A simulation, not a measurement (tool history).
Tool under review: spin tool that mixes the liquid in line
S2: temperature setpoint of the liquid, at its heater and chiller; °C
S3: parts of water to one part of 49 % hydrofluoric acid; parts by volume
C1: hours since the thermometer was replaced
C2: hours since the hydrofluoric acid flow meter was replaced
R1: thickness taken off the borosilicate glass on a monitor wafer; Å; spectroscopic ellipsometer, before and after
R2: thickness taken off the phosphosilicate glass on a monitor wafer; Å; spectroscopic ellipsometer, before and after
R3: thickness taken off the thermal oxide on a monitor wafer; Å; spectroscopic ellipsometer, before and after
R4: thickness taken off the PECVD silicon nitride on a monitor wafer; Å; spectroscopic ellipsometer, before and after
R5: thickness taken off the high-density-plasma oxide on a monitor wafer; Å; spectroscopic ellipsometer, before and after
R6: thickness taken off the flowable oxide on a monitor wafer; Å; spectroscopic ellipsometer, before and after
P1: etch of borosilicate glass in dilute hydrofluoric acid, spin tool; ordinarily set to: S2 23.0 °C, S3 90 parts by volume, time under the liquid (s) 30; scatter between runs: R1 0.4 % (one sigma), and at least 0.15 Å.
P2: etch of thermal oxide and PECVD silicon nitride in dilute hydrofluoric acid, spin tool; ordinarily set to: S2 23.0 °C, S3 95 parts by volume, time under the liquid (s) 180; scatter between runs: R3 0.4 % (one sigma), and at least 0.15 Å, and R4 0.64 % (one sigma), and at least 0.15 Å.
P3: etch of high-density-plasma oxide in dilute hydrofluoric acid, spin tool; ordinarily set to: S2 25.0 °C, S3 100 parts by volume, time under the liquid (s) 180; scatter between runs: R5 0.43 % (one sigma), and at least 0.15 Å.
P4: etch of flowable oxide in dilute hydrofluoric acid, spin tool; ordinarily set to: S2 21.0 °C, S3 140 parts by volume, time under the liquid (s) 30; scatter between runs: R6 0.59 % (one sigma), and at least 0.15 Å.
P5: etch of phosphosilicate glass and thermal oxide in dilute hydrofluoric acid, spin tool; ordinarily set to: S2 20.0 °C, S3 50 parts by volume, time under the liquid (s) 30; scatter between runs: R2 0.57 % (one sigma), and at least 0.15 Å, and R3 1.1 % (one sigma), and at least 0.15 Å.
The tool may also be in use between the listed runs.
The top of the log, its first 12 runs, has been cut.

{"run": 13, "hour": 135.6, "process that ran": "P1", "S2": 23.0, "S3": 160, "time under the liquid (s)": 30, "C1": 14.6, "C2": 34.0, "R1": 60.666}
{"run": 14, "hour": 146.2, "process that ran": "P2", "S2": 23.0, "S3": 95, "time under the liquid (s)": 20, "C1": 25.2, "C2": 44.6, "R3": 9.6338, "R4": 4.439}
{"run": 15, "hour": 152.8, "process that ran": "P1", "S2": 23.0, "S3": 90, "time under the liquid (s)": 30, "C1": 31.8, "C2": 51.2, "R1": 116.83}
{"run": 16, "hour": 165.6, "process that ran": "P4", "S2": 21.0, "S3": 140, "time under the liquid (s)": 30, "C1": 44.6, "C2": 64.0, "R6": 47.675}
{"run": 17, "hour": 175.7, "process that ran": "P1", "S2": 28.0, "S3": 90, "time under the liquid (s)": 30, "C1": 54.7, "C2": 74.1, "R1": 140.77}
{"run": 18, "hour": 184.5, "process that ran": "P3", "S2": 25.0, "S3": 100, "time under the liquid (s)": 335, "C1": 63.5, "C2": 82.9, "R5": 285.01}
{"run": 19, "hour": 192.1, "process that ran": "P3", "S2": 25.0, "S3": 100, "time under the liquid (s)": 180, "C1": 71.1, "C2": 90.5, "R5": 154.54}
{"run": 20, "hour": 199.1, "process that ran": "P1", "S2": 23.0, "S3": 90, "time under the liquid (s)": 30, "C1": 78.1, "C2": 97.5, "R1": 117.41}
{"run": 21, "hour": 207.5, "process that ran": "P4", "S2": 27.5, "S3": 140, "time under the liquid (s)": 30, "C1": 86.5, "C2": 105.9, "R6": 60.671}
{"run": 22, "hour": 219.6, "process that ran": "P1", "S2": 23.0, "S3": 50, "time under the liquid (s)": 15, "C1": 98.6, "C2": 118.0, "R1": 110.31}
{"run": 23, "hour": 226.1, "process that ran": "P1", "S2": 27.5, "S3": 145, "time under the liquid (s)": 30, "C1": 105.1, "C2": 124.5, "R1": 80.735}
{"run": 24, "hour": 237.4, "process that ran": "P5", "S2": 20.0, "S3": 50, "time under the liquid (s)": 30, "C1": 116.4, "C2": 135.8, "R2": 1100.0, "R3": 24.981}
{"run": 25, "hour": 247.5, "process that ran": "P5", "S2": 20.0, "S3": 85, "time under the liquid (s)": 30, "C1": 126.5, "C2": 145.9, "R2": 610.12, "R3": 13.794}
{"run": 26, "hour": 259.5, "process that ran": "P4", "S2": 21.0, "S3": 255, "time under the liquid (s)": 30, "C1": 138.5, "C2": 157.9, "R6": 22.982}
{"run": 27, "hour": 271.9, "process that ran": "P1", "S2": 18.0, "S3": 90, "time under the liquid (s)": 30, "C1": 150.9, "C2": 170.3, "R1": 94.931}
{"run": 28, "hour": 281.2, "process that ran": "P1", "S2": 23.0, "S3": 20, "time under the liquid (s)": 30, "C1": 160.2, "C2": 179.6, "R1": 577.36}
{"run": 29, "hour": 289.7, "process that ran": "P4", "S2": 21.0, "S3": 140, "time under the liquid (s)": 60, "C1": 168.7, "C2": 188.1, "R6": 94.122}
{"run": 30, "hour": 302.0, "process that ran": "P5", "S2": 17.0, "S3": 50, "time under the liquid (s)": 30, "C1": 181.0, "C2": 200.4, "R2": 953.08, "R3": 21.868}
{"run": 31, "hour": 314.6, "process that ran": "P1", "S2": 23.0, "S3": 90, "time under the liquid (s)": 30, "C1": 193.6, "C2": 213.0, "R1": 116.48}
{"run": 32, "hour": 326.8, "process that ran": "P1", "S2": 23.0, "S3": 90, "time under the liquid (s)": 30, "C1": 205.8, "C2": 225.2, "R1": 117.44}
{"run": 33, "hour": 334.1, "process that ran": "P1", "S2": 23.0, "S3": 90, "time under the liquid (s)": 30, "C1": 213.1, "C2": 232.5, "R1": 113.97}
{"run": 34, "hour": 347.6, "process that ran": "P1", "S2": 23.0, "S3": 90, "time under the liquid (s)": 30, "C1": 226.6, "C2": 246.0, "R1": 112.09}
{"run": 35, "hour": 353.9, "process that ran": "P1", "S2": 23.0, "S3": 90, "time under the liquid (s)": 30, "C1": 232.9, "C2": 252.3, "R1": 110.88}
{"run": 36, "hour": 367.0, "process that ran": "P1", "S2": 23.0, "S3": 90, "time under the liquid (s)": 30, "C1": 246.0, "C2": 265.4, "R1": 110.65}
{"run": 37, "hour": 378.2, "process that ran": "P1", "S2": 23.0, "S3": 90, "time under the liquid (s)": 30, "C1": 257.2, "C2": 276.6, "R1": 109.63}

Run 38 comes next. What will it give?
{"run": 38, "hour": 390.5, "process that ran": "P1", "S2": 23.0, "S3": 90, "time under the liquid (s)": 30, "C1": 269.5, "C2": 288.9, "R1": "?"}

R1: 109.150 Å
